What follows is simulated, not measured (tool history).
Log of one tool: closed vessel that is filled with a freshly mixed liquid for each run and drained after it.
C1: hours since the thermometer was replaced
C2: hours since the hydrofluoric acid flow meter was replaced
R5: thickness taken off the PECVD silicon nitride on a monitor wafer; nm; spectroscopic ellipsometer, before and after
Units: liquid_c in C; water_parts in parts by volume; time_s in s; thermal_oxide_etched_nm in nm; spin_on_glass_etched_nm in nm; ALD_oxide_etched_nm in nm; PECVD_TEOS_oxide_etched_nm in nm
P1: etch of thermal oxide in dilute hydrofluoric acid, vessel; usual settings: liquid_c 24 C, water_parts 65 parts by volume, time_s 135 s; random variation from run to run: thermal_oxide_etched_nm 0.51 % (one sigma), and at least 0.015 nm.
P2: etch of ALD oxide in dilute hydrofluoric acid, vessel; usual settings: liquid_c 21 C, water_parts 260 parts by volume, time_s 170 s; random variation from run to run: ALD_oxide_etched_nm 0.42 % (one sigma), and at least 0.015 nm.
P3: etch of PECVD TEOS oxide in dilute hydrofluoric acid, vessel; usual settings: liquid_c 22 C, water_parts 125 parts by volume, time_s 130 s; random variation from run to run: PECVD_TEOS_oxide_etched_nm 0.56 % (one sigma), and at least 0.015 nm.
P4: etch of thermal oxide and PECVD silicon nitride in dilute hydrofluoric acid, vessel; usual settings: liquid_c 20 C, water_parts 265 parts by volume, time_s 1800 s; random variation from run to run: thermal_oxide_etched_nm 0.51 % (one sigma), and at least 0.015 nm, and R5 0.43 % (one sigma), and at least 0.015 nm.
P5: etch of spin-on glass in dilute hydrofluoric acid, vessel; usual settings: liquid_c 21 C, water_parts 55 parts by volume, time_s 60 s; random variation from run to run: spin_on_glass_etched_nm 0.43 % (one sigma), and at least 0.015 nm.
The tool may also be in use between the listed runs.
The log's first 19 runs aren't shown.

{"run": 20, "day": 9.138, "process": "P5", "liquid_c": 21, "water_parts": 55, "time_s": 60, "C1": 903.8, "C2": 1071.9, "spin_on_glass_etched_nm": 65.881}
{"run": 21, "day": 9.554, "process": "P3", "liquid_c": 22, "water_parts": 125, "time_s": 130, "C1": 913.8, "C2": 1081.9, "PECVD_TEOS_oxide_etched_nm": 11.401}
{"run": 22, "day": 9.896, "process": "P2", "liquid_c": 21, "water_parts": 45, "time_s": 170, "C1": 922, "C2": 1090.1, "ALD_oxide_etched_nm": 85.766}
{"run": 23, "day": 10.296, "process": "P3", "liquid_c": 22, "water_parts": 55, "time_s": 130, "C1": 931.6, "C2": 1099.7, "PECVD_TEOS_oxide_etched_nm": 28.033}
{"run": 24, "day": 10.771, "process": "P1", "liquid_c": 17.5, "water_parts": 65, "time_s": 135, "C1": 943, "C2": 1111.1, "thermal_oxide_etched_nm": 7.7376}
{"run": 25, "day": 11.083, "process": "P1", "liquid_c": 24, "water_parts": 65, "time_s": 135, "C1": 950.5, "C2": 1118.6, "thermal_oxide_etched_nm": 10.164}
{"run": 26, "day": 11.367, "process": "P2", "liquid_c": 21, "water_parts": 260, "time_s": 170, "C1": 957.3, "C2": 1125.4, "ALD_oxide_etched_nm": 11.697}
{"run": 27, "day": 11.958, "process": "P4", "liquid_c": 20, "water_parts": 265, "time_s": 1800, "C1": 971.5, "C2": 1139.6, "thermal_oxide_etched_nm": 22.981, "R5": 9.033}
{"run": 28, "day": 12.304, "process": "P3", "liquid_c": 22, "water_parts": 125, "time_s": 30, "C1": 979.8, "C2": 1147.9, "PECVD_TEOS_oxide_etched_nm": 2.6514}
{"run": 29, "day": 12.829, "process": "P1", "liquid_c": 24, "water_parts": 65, "time_s": 135, "C1": 992.4, "C2": 1160.5, "thermal_oxide_etched_nm": 10.175}
{"run": 30, "day": 13.412, "process": "P4", "liquid_c": 20, "water_parts": 265, "time_s": 2940, "C1": 1006.4, "C2": 1174.5, "thermal_oxide_etched_nm": 37.507, "R5": 14.829}
{"run": 31, "day": 13.675, "process": "P1", "liquid_c": 24, "water_parts": 65, "time_s": 225, "C1": 1012.7, "C2": 1180.8, "thermal_oxide_etched_nm": 17.018}
{"run": 32, "day": 14.196, "process": "P1", "liquid_c": 24, "water_parts": 65, "time_s": 135, "C1": 1025.2, "C2": 1193.3, "thermal_oxide_etched_nm": 10.273}
{"run": 33, "day": 14.479, "process": "P1", "liquid_c": 24, "water_parts": 65, "time_s": 135, "C1": 1032, "C2": 1200.1, "thermal_oxide_etched_nm": 10.367}

Forecast run 34:
{"run": 34, "day": 14.742, "process": "P1", "liquid_c": 24, "water_parts": 65, "time_s": 135, "C1": 1038.3, "C2": 1206.4, "thermal_oxide_etched_nm": "?"}

thermal_oxide_etched_nm: 10.475 nm
